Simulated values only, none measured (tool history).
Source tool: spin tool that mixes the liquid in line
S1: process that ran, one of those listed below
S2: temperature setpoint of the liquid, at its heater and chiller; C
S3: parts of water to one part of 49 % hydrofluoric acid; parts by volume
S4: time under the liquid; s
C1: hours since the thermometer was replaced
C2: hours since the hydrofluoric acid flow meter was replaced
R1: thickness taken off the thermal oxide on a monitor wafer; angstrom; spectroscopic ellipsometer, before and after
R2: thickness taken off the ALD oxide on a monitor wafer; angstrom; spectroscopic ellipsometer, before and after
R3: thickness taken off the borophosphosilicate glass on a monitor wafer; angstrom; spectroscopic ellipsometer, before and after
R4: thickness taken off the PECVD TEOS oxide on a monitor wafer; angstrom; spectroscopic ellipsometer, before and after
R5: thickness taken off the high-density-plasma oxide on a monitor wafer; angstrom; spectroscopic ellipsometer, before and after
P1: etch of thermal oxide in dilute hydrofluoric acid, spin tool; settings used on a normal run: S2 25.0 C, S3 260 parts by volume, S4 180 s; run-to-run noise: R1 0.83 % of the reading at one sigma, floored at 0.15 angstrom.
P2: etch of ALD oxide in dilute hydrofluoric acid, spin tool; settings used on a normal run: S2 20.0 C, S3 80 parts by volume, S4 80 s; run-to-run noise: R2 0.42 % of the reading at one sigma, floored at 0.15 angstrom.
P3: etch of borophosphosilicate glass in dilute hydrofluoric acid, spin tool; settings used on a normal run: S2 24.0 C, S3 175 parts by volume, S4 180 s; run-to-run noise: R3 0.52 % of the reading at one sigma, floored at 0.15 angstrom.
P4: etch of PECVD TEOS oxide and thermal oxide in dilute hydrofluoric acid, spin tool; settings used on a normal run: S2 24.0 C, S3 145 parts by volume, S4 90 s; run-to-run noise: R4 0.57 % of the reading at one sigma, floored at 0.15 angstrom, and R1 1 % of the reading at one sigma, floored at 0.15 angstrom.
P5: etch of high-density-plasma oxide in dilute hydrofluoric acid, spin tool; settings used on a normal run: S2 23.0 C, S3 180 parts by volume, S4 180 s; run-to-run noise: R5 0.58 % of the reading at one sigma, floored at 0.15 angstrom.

| run | day | S1 | S2 | S3 | S4 | C1 | C2 | R1 | R2 | R3 | R4 | R5 |
|---|---|---|---|---|---|---|---|---|---|---|---|---|
| 1 | 0.246 | P1 | 25.0 | 260 | 180 | 242.1 | 385.4 | 28.024 |  |  |  |  |
| 2 | 0.421 | P1 | 29.0 | 95 | 180 | 246.3 | 389.6 | 107.300 |  |  |  |  |
| 3 | 0.708 | P2 | 20.0 | 80 | 15 | 253.2 | 396.5 |  | 37.306 |  |  |  |
| 4 | 0.925 | P2 | 20.0 | 80 | 80 | 258.4 | 401.7 |  | 198.340 |  |  |  |
| 5 | 1.096 | P1 | 25.0 | 155 | 180 | 262.5 | 405.8 | 52.767 |  |  |  |  |
| 6 | 1.238 | P1 | 25.0 | 260 | 180 | 265.9 | 409.2 | 27.686 |  |  |  |  |
| 7 | 1.512 | P1 | 25.0 | 110 | 270 | 272.5 | 415.8 | 114.580 |  |  |  |  |
| 8 | 1.642 | P3 | 30.5 | 175 | 180 | 275.6 | 418.9 |  |  | 353.93 |  |  |
| 9 | 1.796 | P4 | 18.5 | 145 | 90 | 279.3 | 422.6 | 21.932 |  |  | 83.020 |  |
| 10 | 1.925 | P1 | 25.0 | 260 | 180 | 282.4 | 425.7 | 28.009 |  |  |  |  |
| 11 | 2.138 | P1 | 25.0 | 260 | 55 | 287.5 | 430.8 | 8.875 |  |  |  |  |
| 12 | 2.342 | P4 | 24.0 | 205 | 90 | 292.4 | 435.7 | 17.708 |  |  | 67.786 |  |
| 13 | 2.488 | P2 | 20.0 | 80 | 80 | 295.9 | 439.2 |  | 198.810 |  |  |  |
| 14 | 2.667 | P3 | 24.0 | 175 | 345 | 300.2 | 443.5 |  |  | 536.40 |  |  |
| 15 | 2.867 | P5 | 23.0 | 265 | 180 | 305.0 | 448.3 |  |  |  |  | 30.757 |
| 16 | 3.025 | P4 | 24.0 | 145 | 90 | 308.8 | 452.1 | 26.651 |  |  | 103.490 |  |
| 17 | 3.296 | P5 | 30.0 | 180 | 180 | 315.3 | 458.6 |  |  |  |  | 63.024 |
| 18 | 3.567 | P2 | 25.5 | 80 | 80 | 321.8 | 465.1 |  | 244.860 |  |  |  |
| 19 | 3.721 | P4 | 24.0 | 145 | 35 | 325.5 | 468.8 | 10.305 |  |  | 40.167 |  |
| 20 | 3.988 | P1 | 25.0 | 260 | 180 | 331.9 | 475.2 | 27.886 |  |  |  |  |
| 21 | 4.242 | P5 | 23.0 | 180 | 180 | 338.0 | 481.3 |  |  |  |  | 48.314 |
| 22 | 4.417 | P1 | 25.0 | 260 | 180 | 342.2 | 485.5 | 27.602 |  |  |  |  |
| 23 | 4.679 | P1 | 25.0 | 260 | 310 | 348.5 | 491.8 | 47.288 |  |  |  |  |
| 24 | 4.825 | P3 | 24.0 | 175 | 180 | 352.0 | 495.3 |  |  | 279.91 |  |  |
| 25 | 5.004 | P2 | 20.0 | 20 | 80 | 356.3 | 499.6 |  | 848.080 |  |  |  |
| 26 | 5.162 | P1 | 25.0 | 375 | 180 | 360.1 | 503.4 | 17.154 |  |  |  |  |
| 27 | 5.450 | P5 | 23.0 | 180 | 55 | 367.0 | 510.3 |  |  |  |  | 14.921 |
| 28 | 5.692 | P1 | 25.0 | 260 | 180 | 372.8 | 516.1 | 27.938 |  |  |  |  |
| 29 | 5.892 | P1 | 18.0 | 260 | 180 | 377.6 | 520.9 | 21.954 |  |  |  |  |
|  | 5.912 | thermometer replaced |
| 30 | 6.042 | P1 | 25.0 | 100 | 80 | 3.1 | 524.5 | 37.891 |  |  |  |  |
| 31 | 6.212 | P3 | 24.0 | 90 | 180 | 7.2 | 528.6 |  |  | 599.07 |  |  |
| 32 | 6.433 | P1 | 30.0 | 260 | 180 | 12.5 | 533.9 | 32.775 |  |  |  |  |
| 33 | 6.596 | P3 | 24.0 | 175 | 180 | 16.4 | 537.8 |  |  | 280.56 |  |  |
| 34 | 6.792 | P4 | 24.0 | 145 | 90 | 21.1 | 542.5 | 26.870 |  |  | 102.490 |  |
| 35 | 7.062 | P1 | 25.0 | 260 | 180 | 27.6 | 549.0 | 28.078 |  |  |  |  |
| 36 | 7.342 | P1 | 25.0 | 260 | 180 | 34.3 | 555.7 | 28.942 |  |  |  |  |
| 37 | 7.612 | P1 | 25.0 | 260 | 180 | 40.8 | 562.2 | 29.313 |  |  |  |  |
| 38 | 7.762 | P1 | 25.0 | 260 | 180 | 44.4 | 565.8 | 29.617 |  |  |  |  |
| 39 | 8.042 | P1 | 25.0 | 260 | 180 | 51.1 | 572.5 | 29.960 |  |  |  |  |
| 40 | 8.300 | P1 | 25.0 | 260 | 180 | 57.3 | 578.7 | 29.843 |  |  |  |  |
| 41 | 8.529 | P1 | 25.0 | 260 | 180 | 62.8 | 584.2 | 29.881 |  |  |  |  |

The output of P1 has drifted from where it used to be. Each of the 2 causes below, taken at the size shown beside it, accounts for the log equally well:
A: liquid hotter than its thermometer reads (K) = 2.21
B: hydrofluoric acid flow above the setpoint (%) = 6.25
The onset of the drift is placed at about day 7.062.

Each of the 4 check runs below uses one wafer; its results are left as question marks. Which run tells the causes apart?
| check 1 | 8.758 | P4 | 24.0 | 185 | 90 |  |  | ? |  |  | ? |  |
| check 2 | 8.758 | P2 | 20.0 | 35 | 80 |  |  |  | ? |  |  |  |
| check 3 | 8.758 | P5 | 29.0 | 180 | 180 |  |  |  |  |  |  | ? |
| check 4 | 8.758 | P3 | 30.0 | 175 | 180 |  |  |  |  | ? |  |  |

What every check run would give for each of its results, assuming each possible cause in turn:
| check | result | if A | if B |
|---|---|---|---|
| check 1 | R1 | 21.821 | 21.627 |
| check 1 | R4 | 83.499 | 82.757 |
| check 2 | R2 | 522.930 | 506.990 |
| check 3 | R5 | 65.249 | 65.007 |
| check 4 | R3 | 375.36 | 374.15 |
Gap, in per cent, between the two causes that each check separates least, read from the result that separates them most: check 1 0.89 %; check 2 3.1 %; check 3 0.37 %; check 4 0.32 %
Of the check runs offered, only check 2 discriminates between the causes; the rest would read about the same regardless of which cause applies.

Here is what check 2 returned: R2 522.970 angstrom. Which cause is it?

The cause is A: liquid hotter than its thermometer reads (K).
